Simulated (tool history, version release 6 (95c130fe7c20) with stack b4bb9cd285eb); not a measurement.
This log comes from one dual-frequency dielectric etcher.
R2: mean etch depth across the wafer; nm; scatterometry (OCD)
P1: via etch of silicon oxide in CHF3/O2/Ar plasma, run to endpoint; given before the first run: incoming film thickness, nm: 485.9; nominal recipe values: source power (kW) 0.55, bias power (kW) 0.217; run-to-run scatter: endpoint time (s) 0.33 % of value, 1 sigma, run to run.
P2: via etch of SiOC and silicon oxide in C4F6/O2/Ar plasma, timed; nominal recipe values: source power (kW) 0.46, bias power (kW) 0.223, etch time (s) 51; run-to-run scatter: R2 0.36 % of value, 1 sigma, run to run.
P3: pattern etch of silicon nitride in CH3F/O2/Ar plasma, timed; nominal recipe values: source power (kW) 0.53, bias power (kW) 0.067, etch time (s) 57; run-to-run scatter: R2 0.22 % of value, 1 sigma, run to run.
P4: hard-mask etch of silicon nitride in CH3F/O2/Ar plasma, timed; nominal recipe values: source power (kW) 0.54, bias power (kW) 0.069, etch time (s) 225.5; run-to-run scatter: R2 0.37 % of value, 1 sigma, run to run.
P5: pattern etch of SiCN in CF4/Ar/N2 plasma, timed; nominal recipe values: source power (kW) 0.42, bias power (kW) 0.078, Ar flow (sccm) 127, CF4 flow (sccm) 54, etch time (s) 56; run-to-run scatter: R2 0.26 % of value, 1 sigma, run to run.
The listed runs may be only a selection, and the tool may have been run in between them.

{"run": 1, "hour": 18.3, "process that ran": "P1", "source power (kW)": 0.55, "bias power (kW)": 0.217, "endpoint time (s)": 241.75}
{"run": 2, "hour": 30.9, "process that ran": "P5", "source power (kW)": 0.42, "bias power (kW)": 0.078, "Ar flow (sccm)": 78, "CF4 flow (sccm)": 54, "etch time (s)": 56, "R2": 46.009}
{"run": 3, "hour": 42.2, "process that ran": "P5", "source power (kW)": 0.42, "bias power (kW)": 0.078, "Ar flow (sccm)": 127, "CF4 flow (sccm)": 54, "etch time (s)": 56, "R2": 42.494}
{"run": 4, "hour": 54.7, "process that ran": "P4", "source power (kW)": 0.54, "bias power (kW)": 0.069, "etch time (s)": 225.5, "R2": 166.5}
{"run": 5, "hour": 67.8, "process that ran": "P5", "source power (kW)": 0.42, "bias power (kW)": 0.078, "Ar flow (sccm)": 127, "CF4 flow (sccm)": 35, "etch time (s)": 56, "R2": 39.893}
{"run": 6, "hour": 83.3, "process that ran": "P3", "source power (kW)": 0.53, "bias power (kW)": 0.067, "etch time (s)": 57, "R2": 41.89}
{"run": 7, "hour": 102.3, "process that ran": "P1", "source power (kW)": 0.7, "bias power (kW)": 0.217, "endpoint time (s)": 221.33}
{"run": 8, "hour": 111.5, "process that ran": "P5", "source power (kW)": 0.42, "bias power (kW)": 0.078, "Ar flow (sccm)": 127, "CF4 flow (sccm)": 54, "etch time (s)": 72.5, "R2": 55.123}
{"run": 9, "hour": 126.3, "process that ran": "P2", "source power (kW)": 0.37, "bias power (kW)": 0.223, "etch time (s)": 51, "R2": 63.655}
{"run": 10, "hour": 138.0, "process that ran": "P1", "source power (kW)": 0.55, "bias power (kW)": 0.217, "endpoint time (s)": 242.16}
{"run": 11, "hour": 157.5, "process that ran": "P2", "source power (kW)": 0.46, "bias power (kW)": 0.223, "etch time (s)": 51, "R2": 69.173}
{"run": 12, "hour": 176.8, "process that ran": "P1", "source power (kW)": 0.55, "bias power (kW)": 0.217, "endpoint time (s)": 242.61}
{"run": 13, "hour": 190.2, "process that ran": "P4", "source power (kW)": 0.54, "bias power (kW)": 0.069, "etch time (s)": 225.5, "R2": 167.22}
{"run": 14, "hour": 202.7, "process that ran": "P1", "source power (kW)": 0.55, "bias power (kW)": 0.217, "endpoint time (s)": 243.84}
{"run": 15, "hour": 214.6, "process that ran": "P3", "source power (kW)": 0.53, "bias power (kW)": 0.048, "etch time (s)": 57, "R2": 37.606}
{"run": 16, "hour": 229.6, "process that ran": "P3", "source power (kW)": 0.69, "bias power (kW)": 0.067, "etch time (s)": 57, "R2": 46.265}
{"run": 17, "hour": 244.5, "process that ran": "P4", "source power (kW)": 0.54, "bias power (kW)": 0.069, "etch time (s)": 305, "R2": 226.23}
{"hour": 247.5, "done": "bias power generator calibrated"}
{"run": 18, "hour": 254.4, "process that ran": "P1", "source power (kW)": 0.55, "bias power (kW)": 0.257, "endpoint time (s)": 228.08}
{"run": 19, "hour": 265.0, "process that ran": "P3", "source power (kW)": 0.53, "bias power (kW)": 0.067, "etch time (s)": 31.5, "R2": 23.057}
{"run": 20, "hour": 275.4, "process that ran": "P1", "source power (kW)": 0.34, "bias power (kW)": 0.217, "endpoint time (s)": 289.56}
{"run": 21, "hour": 285.9, "process that ran": "P1", "source power (kW)": 0.69, "bias power (kW)": 0.168, "endpoint time (s)": 241.84}
{"run": 22, "hour": 304.3, "process that ran": "P2", "source power (kW)": 0.46, "bias power (kW)": 0.223, "etch time (s)": 70.5, "R2": 95.108}
{"run": 23, "hour": 323.0, "process that ran": "P5", "source power (kW)": 0.42, "bias power (kW)": 0.097, "Ar flow (sccm)": 127, "CF4 flow (sccm)": 54, "etch time (s)": 56, "R2": 46.49}
{"run": 24, "hour": 342.4, "process that ran": "P4", "source power (kW)": 0.54, "bias power (kW)": 0.051, "etch time (s)": 225.5, "R2": 150.93}
{"run": 25, "hour": 359.6, "process that ran": "P1", "source power (kW)": 0.55, "bias power (kW)": 0.217, "endpoint time (s)": 242.88}
{"run": 26, "hour": 375.3, "process that ran": "P1", "source power (kW)": 0.55, "bias power (kW)": 0.217, "endpoint time (s)": 241.5}
{"run": 27, "hour": 394.4, "process that ran": "P4", "source power (kW)": 0.76, "bias power (kW)": 0.069, "etch time (s)": 225.5, "R2": 191.35}
{"run": 28, "hour": 412.1, "process that ran": "P2", "source power (kW)": 0.46, "bias power (kW)": 0.223, "etch time (s)": 51, "R2": 69.295}
{"run": 29, "hour": 424.6, "process that ran": "P5", "source power (kW)": 0.42, "bias power (kW)": 0.078, "Ar flow (sccm)": 127, "CF4 flow (sccm)": 54, "etch time (s)": 56, "R2": 42.831}
{"run": 30, "hour": 436.2, "process that ran": "P1", "source power (kW)": 0.55, "bias power (kW)": 0.153, "endpoint time (s)": 272.33}
{"run": 31, "hour": 453.8, "process that ran": "P2", "source power (kW)": 0.46, "bias power (kW)": 0.14, "etch time (s)": 51, "R2": 59.453}
{"run": 32, "hour": 467.2, "process that ran": "P1", "source power (kW)": 0.33, "bias power (kW)": 0.139, "endpoint time (s)": 343.62}
{"run": 33, "hour": 477.3, "process that ran": "P5", "source power (kW)": 0.32, "bias power (kW)": 0.078, "Ar flow (sccm)": 127, "CF4 flow (sccm)": 54, "etch time (s)": 56, "R2": 33.671}
{"run": 34, "hour": 488.1, "process that ran": "P1", "source power (kW)": 0.55, "bias power (kW)": 0.217, "endpoint time (s)": 242.85}
{"run": 35, "hour": 497.7, "process that ran": "P1", "source power (kW)": 0.55, "bias power (kW)": 0.217, "endpoint time (s)": 242.94}
{"run": 36, "hour": 514.7, "process that ran": "P1", "source power (kW)": 0.55, "bias power (kW)": 0.217, "endpoint time (s)": 246.59}
{"run": 37, "hour": 530.6, "process that ran": "P1", "source power (kW)": 0.55, "bias power (kW)": 0.217, "endpoint time (s)": 245.3}
{"hour": 537.7, "done": "wet clean of the chamber"}
{"run": 38, "hour": 539.4, "process that ran": "P1", "source power (kW)": 0.55, "bias power (kW)": 0.217, "endpoint time (s)": 245.84}
{"run": 39, "hour": 557.2, "process that ran": "P1", "source power (kW)": 0.55, "bias power (kW)": 0.217, "endpoint time (s)": 246.59}
{"run": 40, "hour": 567.7, "process that ran": "P1", "source power (kW)": 0.55, "bias power (kW)": 0.217, "endpoint time (s)": 244.34}
{"run": 41, "hour": 585.2, "process that ran": "P1", "source power (kW)": 0.55, "bias power (kW)": 0.217, "endpoint time (s)": 245.91}

What P1 gives has crept off from where it sat before. The 2 causes that follow fit the log equally well, each at the size noted:
A: bias power that arrives under what is set, % = 4.58
B: source power that arrives under what is set, % = 4.24
Onset of the creep was near hour 488.1.
The rest of the possible causes, and what rules out each one:
chamber walls in a state that lowers the etch rate, %: was serviced at hour 537.7, once the creep was under way, yet the earlier output never came back

Consider the 4 single-wafer check runs listed below, results given as question marks: which one distinguishes between the causes by giving clearly different results for each?
{"run": "check 1", "hour": 602.7, "process that ran": "P3", "source power (kW)": 0.66, "bias power (kW)": 0.067, "etch time (s)": 57, "R2": "?"}
{"run": "check 2", "hour": 602.7, "process that ran": "P2", "source power (kW)": 0.46, "bias power (kW)": 0.145, "etch time (s)": 70.5, "R2": "?"}
{"run": "check 3", "hour": 602.7, "process that ran": "P4", "source power (kW)": 0.72, "bias power (kW)": 0.051, "etch time (s)": 225.5, "R2": "?"}
{"run": "check 4", "hour": 602.7, "process that ran": "P5", "source power (kW)": 0.42, "bias power (kW)": 0.078, "Ar flow (sccm)": 80, "CF4 flow (sccm)": 54, "etch time (s)": 56, "R2": "?"}

Predicted outcomes, by check and by cause:
check=check_1 result=R2 if_A=44.771 if_B=44.696
check=check_2 result=R2 if_A=81.869 if_B=81.633
check=check_3 result=R2 if_A=167.06 if_B=166.52
check=check_4 result=R2 if_A=45.065 if_B=44.116
Gap, in per cent, between the two causes that each check separates least, read from the result that separates them most: check 1 0.17 %; check 2 0.29 %; check 3 0.33 %; check 4 2.13 %
Check 4 is the one run that separates the causes; every other check would come out nearly the same whichever cause is at work.

Then check 4 was run and gave: R2 44.148 nm. Which cause is it?

It is B: source power that arrives under what is set, %.

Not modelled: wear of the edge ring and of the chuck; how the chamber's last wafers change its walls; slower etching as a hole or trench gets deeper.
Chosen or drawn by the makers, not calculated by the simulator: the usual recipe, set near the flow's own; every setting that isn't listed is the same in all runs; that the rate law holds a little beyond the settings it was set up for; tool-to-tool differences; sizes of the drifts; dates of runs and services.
